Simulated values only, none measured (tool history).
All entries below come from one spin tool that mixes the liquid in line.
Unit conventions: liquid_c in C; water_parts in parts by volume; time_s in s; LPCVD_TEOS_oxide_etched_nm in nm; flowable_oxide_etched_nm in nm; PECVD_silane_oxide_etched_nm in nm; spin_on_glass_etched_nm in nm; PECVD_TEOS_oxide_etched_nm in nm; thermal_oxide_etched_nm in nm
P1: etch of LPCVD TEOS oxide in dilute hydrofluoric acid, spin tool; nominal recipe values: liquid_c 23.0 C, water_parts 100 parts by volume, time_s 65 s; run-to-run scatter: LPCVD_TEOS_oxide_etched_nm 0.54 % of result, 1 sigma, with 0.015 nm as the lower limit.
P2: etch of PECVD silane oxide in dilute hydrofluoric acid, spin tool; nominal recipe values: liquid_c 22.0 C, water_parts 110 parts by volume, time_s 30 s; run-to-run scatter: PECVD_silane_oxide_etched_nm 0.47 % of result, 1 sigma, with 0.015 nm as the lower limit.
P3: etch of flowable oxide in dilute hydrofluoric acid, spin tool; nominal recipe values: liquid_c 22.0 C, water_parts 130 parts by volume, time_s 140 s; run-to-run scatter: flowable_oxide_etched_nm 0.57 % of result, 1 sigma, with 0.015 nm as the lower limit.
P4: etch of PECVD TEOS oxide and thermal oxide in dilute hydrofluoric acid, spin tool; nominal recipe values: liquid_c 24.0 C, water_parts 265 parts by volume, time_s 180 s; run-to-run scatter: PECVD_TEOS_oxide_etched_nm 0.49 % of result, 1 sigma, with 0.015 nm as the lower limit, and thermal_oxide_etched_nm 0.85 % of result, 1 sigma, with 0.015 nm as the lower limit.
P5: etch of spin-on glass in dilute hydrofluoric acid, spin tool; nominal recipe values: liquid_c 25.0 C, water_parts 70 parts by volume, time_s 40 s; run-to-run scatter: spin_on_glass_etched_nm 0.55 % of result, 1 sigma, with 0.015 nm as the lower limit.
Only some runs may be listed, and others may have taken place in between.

run	hour	process	liquid_c	water_parts	time_s	hours since the thermometer was replaced	hours since the hydrofluoric acid flow meter was replaced	LPCVD_TEOS_oxide_etched_nm	flowable_oxide_etched_nm	PECVD_silane_oxide_etched_nm	spin_on_glass_etched_nm	PECVD_TEOS_oxide_etched_nm	thermal_oxide_etched_nm
1	7.4	P1	23.0	100	65	625.3	274.8	13.7220					
2	13.9	P3	22.0	130	140	631.8	281.3		54.020				
3	20.8	P3	22.0	65	140	638.7	288.2		115.680				
4	27.6	P1	23.0	100	35	645.5	295.0	7.4104					
5	33.7	P2	29.0	110	30	651.6	301.1			7.8653			
6	42.8	P1	27.0	135	65	660.7	310.2	11.3950					
7	49.2	P1	23.0	100	65	667.1	316.6	13.8170					
8	57.4	P5	25.0	20	40	675.3	324.8				155.500		
9	62.4	P4	24.0	470	180	680.3	329.8					4.7478	1.2428
10	69.6	P5	33.0	70	40	687.5	337.0				57.345		
11	76.3	P3	27.0	130	140	694.2	343.7		65.039				
12	80.3	P2	22.0	110	55	698.2	347.7			11.0050			
13	89.0	P1	29.5	100	95	706.9	356.4	25.8490					
14	93.6	P5	25.0	70	40	711.5	361.0				41.793		
15	99.4	P1	23.0	100	105	717.3	366.8	22.3650					
16	106.6	P3	22.0	130	45	724.5	374.0		17.278				
17	115.4	P2	22.0	110	30	733.3	382.8			6.0223			
18	123.1	P1	23.0	25	40	741.0	390.5	37.3760					
19	128.9	P1	23.0	100	65	746.8	396.3	13.8650					
20	133.5	P1	23.0	100	65	751.4	400.9	13.8520					
21	140.8	P1	30.0	100	65	758.7	408.2	18.2230					
22	149.1	P2	22.0	40	30	767.0	416.5			17.9450			
23	157.7	P4	24.0	265	275	775.6	425.1					15.6320	4.0849
24	164.4	P4	19.0	265	180	782.3	431.8					8.5132	2.1947
25	173.4	P2	22.0	110	30	791.3	440.8			6.0402			
26	179.6	P3	22.0	130	140	797.5	447.0		54.038				
27	186.3	P4	24.0	265	180	804.2	453.7					10.2500	2.7167

For run 28, what comes out?
28	191.1	P1	23.0	100	65	809.0	458.5	?					

LPCVD_TEOS_oxide_etched_nm: 13.8350 nm

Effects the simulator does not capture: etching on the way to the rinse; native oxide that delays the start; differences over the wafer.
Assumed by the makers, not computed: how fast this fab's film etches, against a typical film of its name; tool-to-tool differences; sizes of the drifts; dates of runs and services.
